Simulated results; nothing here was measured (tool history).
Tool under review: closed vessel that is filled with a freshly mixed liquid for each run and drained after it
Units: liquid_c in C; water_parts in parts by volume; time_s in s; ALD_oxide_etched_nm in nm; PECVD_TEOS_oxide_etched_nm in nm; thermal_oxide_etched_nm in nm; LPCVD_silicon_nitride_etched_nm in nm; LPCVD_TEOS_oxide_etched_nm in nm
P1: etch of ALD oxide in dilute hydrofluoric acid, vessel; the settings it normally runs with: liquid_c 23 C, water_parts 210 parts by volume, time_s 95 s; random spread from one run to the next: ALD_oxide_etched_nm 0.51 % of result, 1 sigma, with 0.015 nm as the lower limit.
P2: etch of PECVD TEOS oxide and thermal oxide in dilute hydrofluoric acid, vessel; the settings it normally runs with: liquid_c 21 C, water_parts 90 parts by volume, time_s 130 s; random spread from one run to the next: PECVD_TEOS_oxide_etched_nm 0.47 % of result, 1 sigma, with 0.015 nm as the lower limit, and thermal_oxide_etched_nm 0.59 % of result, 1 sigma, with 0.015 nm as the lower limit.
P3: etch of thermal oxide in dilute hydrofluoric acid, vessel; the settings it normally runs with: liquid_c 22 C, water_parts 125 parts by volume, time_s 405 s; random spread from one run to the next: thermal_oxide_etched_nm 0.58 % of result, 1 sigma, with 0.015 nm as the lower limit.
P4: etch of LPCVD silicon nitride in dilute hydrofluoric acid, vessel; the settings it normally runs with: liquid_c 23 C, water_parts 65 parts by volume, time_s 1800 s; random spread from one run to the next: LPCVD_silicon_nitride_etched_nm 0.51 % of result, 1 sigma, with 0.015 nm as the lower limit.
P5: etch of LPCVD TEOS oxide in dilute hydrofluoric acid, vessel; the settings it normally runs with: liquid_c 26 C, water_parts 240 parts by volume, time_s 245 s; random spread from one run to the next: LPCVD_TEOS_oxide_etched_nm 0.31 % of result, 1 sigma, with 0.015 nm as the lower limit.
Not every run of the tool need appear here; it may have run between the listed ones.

run,hour,process,liquid_c,water_parts,time_s,ALD_oxide_etched_nm,PECVD_TEOS_oxide_etched_nm,thermal_oxide_etched_nm,LPCVD_silicon_nitride_etched_nm,LPCVD_TEOS_oxide_etched_nm
1,6,P1,23,210,95,5.057,,,,
2,14.1,P1,23,210,95,5.1759,,,,
3,24.2,P1,23,125,95,9.482,,,,
4,37.6,P2,21,145,130,,9.7894,3.4747,,
5,49.7,P2,21,90,130,,16.996,5.8801,,
6,58,P3,22,200,405,,,7.8875,,
7,69.4,P3,22,125,405,,,13.423,,
8,78.3,P4,23,65,1800,,,,11.272,
9,88.5,P4,23,110,1800,,,,6.6775,
10,101.8,P4,23,65,1800,,,,11.15,
11,112.8,P1,23,210,95,5.1405,,,,
12,122.1,P1,23,210,155,8.408,,,,
13,129.9,P1,23,310,95,3.1462,,,,
14,136.3,P5,26,385,245,,,,,28.231
15,148.1,P5,26,240,245,,,,,52.572
16,155.3,P1,23,210,30,1.6214,,,,
17,165.8,P2,21,90,30,,3.895,1.3436,,
18,173.4,P3,26.5,125,405,,,15.96,,
19,181,P2,28,90,130,,22.161,7.8156,,
20,190.7,P1,30.5,210,95,6.6815,,,,

Run 21, settings as shown, results not yet in. Your forecast:
21,201.2,P2,21,90,130,,?,?,,

Run 21 produced PECVD_TEOS_oxide_etched_nm 17.044 nm, thermal_oxide_etched_nm 5.8867 nm.
